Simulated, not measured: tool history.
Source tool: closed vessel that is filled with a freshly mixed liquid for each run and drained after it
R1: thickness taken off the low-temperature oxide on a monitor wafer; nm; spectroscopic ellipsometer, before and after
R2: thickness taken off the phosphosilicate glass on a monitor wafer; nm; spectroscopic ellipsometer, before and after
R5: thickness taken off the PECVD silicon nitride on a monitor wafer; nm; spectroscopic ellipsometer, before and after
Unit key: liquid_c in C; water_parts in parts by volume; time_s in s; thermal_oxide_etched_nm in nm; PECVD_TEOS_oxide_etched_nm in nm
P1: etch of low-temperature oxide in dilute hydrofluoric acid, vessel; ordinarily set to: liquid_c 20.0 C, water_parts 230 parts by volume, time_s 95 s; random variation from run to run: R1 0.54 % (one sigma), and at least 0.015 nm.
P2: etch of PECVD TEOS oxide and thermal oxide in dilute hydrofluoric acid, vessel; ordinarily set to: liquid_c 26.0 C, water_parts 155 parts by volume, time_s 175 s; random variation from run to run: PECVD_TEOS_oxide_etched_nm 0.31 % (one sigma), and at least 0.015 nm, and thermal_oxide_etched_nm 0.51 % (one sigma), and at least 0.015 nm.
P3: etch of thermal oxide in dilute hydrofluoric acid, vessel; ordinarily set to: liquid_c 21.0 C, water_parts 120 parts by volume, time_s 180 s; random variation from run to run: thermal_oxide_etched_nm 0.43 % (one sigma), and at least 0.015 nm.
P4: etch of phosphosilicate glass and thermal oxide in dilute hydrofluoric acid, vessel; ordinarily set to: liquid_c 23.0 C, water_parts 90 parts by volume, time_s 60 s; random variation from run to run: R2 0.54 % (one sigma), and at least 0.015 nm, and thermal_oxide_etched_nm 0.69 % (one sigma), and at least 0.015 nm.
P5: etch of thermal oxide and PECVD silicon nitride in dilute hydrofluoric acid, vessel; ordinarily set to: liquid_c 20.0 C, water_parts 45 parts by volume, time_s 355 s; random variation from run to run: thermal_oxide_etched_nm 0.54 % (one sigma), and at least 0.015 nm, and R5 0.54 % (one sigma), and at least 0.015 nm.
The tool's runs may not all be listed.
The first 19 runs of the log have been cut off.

Run 20, hour 219.7: process P3, liquid_c 17.0 C, water_parts 120 parts by volume, time_s 180 s. Result: thermal_oxide_etched_nm 5.0894 nm.
Run 21, hour 228.5: process P1, liquid_c 20.0 C, water_parts 125 parts by volume, time_s 95 s. Result: R1 21.8360 nm.
Run 22, hour 240.6: process P5, liquid_c 17.0 C, water_parts 45 parts by volume, time_s 355 s. Result: thermal_oxide_etched_nm 30.4110 nm, R5 27.940 nm.
Run 23, hour 254.8: process P1, liquid_c 17.0 C, water_parts 230 parts by volume, time_s 95 s. Result: R1 9.6533 nm.
Run 24, hour 261.8: process P2, liquid_c 26.0 C, water_parts 55 parts by volume, time_s 175 s. Result: thermal_oxide_etched_nm 17.5750 nm, PECVD_TEOS_oxide_etched_nm 44.8260 nm.
Run 25, hour 273.1: process P1, liquid_c 26.0 C, water_parts 230 parts by volume, time_s 50 s. Result: R1 7.1377 nm.
Run 26, hour 283.3: process P5, liquid_c 20.0 C, water_parts 45 parts by volume, time_s 355 s. Result: thermal_oxide_etched_nm 35.0390 nm, R5 34.767 nm.
Run 27, hour 293.8: process P5, liquid_c 20.0 C, water_parts 20 parts by volume, time_s 355 s. Result: thermal_oxide_etched_nm 80.3040 nm, R5 75.164 nm.
Run 28, hour 303.6: process P3, liquid_c 21.0 C, water_parts 210 parts by volume, time_s 180 s. Result: thermal_oxide_etched_nm 3.1145 nm.
Run 29, hour 314.1: process P4, liquid_c 23.0 C, water_parts 90 parts by volume, time_s 60 s. Result: R2 68.669 nm, thermal_oxide_etched_nm 3.2573 nm.
Run 30, hour 324.2: process P5, liquid_c 20.0 C, water_parts 45 parts by volume, time_s 175 s. Result: thermal_oxide_etched_nm 17.2550 nm, R5 17.234 nm.
Run 31, hour 337.7: process P3, liquid_c 21.0 C, water_parts 120 parts by volume, time_s 30 s. Result: thermal_oxide_etched_nm 1.0242 nm.
Run 32, hour 347.3: process P1, liquid_c 17.0 C, water_parts 230 parts by volume, time_s 175 s. Result: R1 17.6420 nm.
Run 33, hour 359.6: process P1, liquid_c 27.0 C, water_parts 230 parts by volume, time_s 95 s. Result: R1 13.9220 nm.
Run 34, hour 368.1: process P1, liquid_c 20.0 C, water_parts 230 parts by volume, time_s 95 s. Result: R1 10.6760 nm.
Run 35, hour 383.3: process P1, liquid_c 20.0 C, water_parts 230 parts by volume, time_s 95 s. Result: R1 10.4440 nm.
Run 36, hour 398.4: process P1, liquid_c 20.0 C, water_parts 230 parts by volume, time_s 95 s. Result: R1 10.2850 nm.
Run 37, hour 409.4: process P1, liquid_c 20.0 C, water_parts 230 parts by volume, time_s 95 s. Result: R1 10.1040 nm.

Expected results for the next run?
Run 38, hour 420.0: process P1, liquid_c 20.0 C, water_parts 230 parts by volume, time_s 95 s. Result: R1 ?.

R1: 10.0800 nm
